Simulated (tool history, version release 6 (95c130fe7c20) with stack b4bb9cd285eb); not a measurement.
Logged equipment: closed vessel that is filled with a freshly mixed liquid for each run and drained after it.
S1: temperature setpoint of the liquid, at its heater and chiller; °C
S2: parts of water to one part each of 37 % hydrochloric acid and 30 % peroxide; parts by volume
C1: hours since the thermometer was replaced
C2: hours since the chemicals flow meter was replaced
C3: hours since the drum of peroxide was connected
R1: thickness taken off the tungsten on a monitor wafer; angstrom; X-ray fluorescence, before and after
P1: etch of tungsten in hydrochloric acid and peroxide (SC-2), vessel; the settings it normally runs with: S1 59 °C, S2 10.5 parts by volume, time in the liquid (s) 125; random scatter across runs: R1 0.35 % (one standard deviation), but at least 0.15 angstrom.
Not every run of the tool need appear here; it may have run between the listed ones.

Run 1, hour 8.1: S1 59 °C, S2 10.5 parts by volume, time in the liquid (s) 125; C1 1308.8; C2 402.5; C3 280.5. Result: R1 484.19 angstrom.
Run 2, hour 12.2: S1 59 °C, S2 10.5 parts by volume, time in the liquid (s) 125; C1 1312.9; C2 406.6; C3 284.6. Result: R1 484.11 angstrom.
Run 3, hour 16.4: S1 59 °C, S2 10.5 parts by volume, time in the liquid (s) 125; C1 1317.1; C2 410.8; C3 288.8. Result: R1 486.72 angstrom.
Run 4, hour 22.1: S1 59 °C, S2 4 parts by volume, time in the liquid (s) 125; C1 1322.8; C2 416.5; C3 294.5. Result: R1 1006.6 angstrom.
Run 5, hour 25.8: S1 59 °C, S2 10.5 parts by volume, time in the liquid (s) 125; C1 1326.5; C2 420.2; C3 298.2. Result: R1 486.17 angstrom.
Run 6, hour 29.7: S1 71.5 °C, S2 10.5 parts by volume, time in the liquid (s) 125; C1 1330.4; C2 424.1; C3 302.1. Result: R1 1035.6 angstrom.
Run 7, hour 37.8: S1 42.5 °C, S2 10.5 parts by volume, time in the liquid (s) 125; C1 1338.5; C2 432.2; C3 310.2. Result: R1 162.13 angstrom.
Run 8, hour 42.4: S1 59 °C, S2 10.5 parts by volume, time in the liquid (s) 125; C1 1343.1; C2 436.8; C3 314.8. Result: R1 482.52 angstrom.
Run 9, hour 48.6: S1 59 °C, S2 18.5 parts by volume, time in the liquid (s) 125; C1 1349.3; C2 443; C3 321. Result: R1 296.21 angstrom.
Run 10, hour 56: S1 59 °C, S2 10.5 parts by volume, time in the liquid (s) 30; C1 1356.7; C2 450.4; C3 328.4. Result: R1 116.57 angstrom.
Run 11, hour 64.1: S1 59 °C, S2 10.5 parts by volume, time in the liquid (s) 125; C1 1364.8; C2 458.5; C3 336.5. Result: R1 479.46 angstrom.
Run 12, hour 69.7: S1 59 °C, S2 10.5 parts by volume, time in the liquid (s) 125; C1 1370.4; C2 464.1; C3 342.1. Result: R1 480.61 angstrom.
Run 13, hour 74: S1 59 °C, S2 10.5 parts by volume, time in the liquid (s) 245; C1 1374.7; C2 468.4; C3 346.4. Result: R1 947.47 angstrom.

Predict the results of run 14:
Run 14, hour 77.7: S1 51.5 °C, S2 10.5 parts by volume, time in the liquid (s) 65; C1 1378.4; C2 472.1; C3 350.1. Result: R1 ?.

R1: 155.12 angstrom

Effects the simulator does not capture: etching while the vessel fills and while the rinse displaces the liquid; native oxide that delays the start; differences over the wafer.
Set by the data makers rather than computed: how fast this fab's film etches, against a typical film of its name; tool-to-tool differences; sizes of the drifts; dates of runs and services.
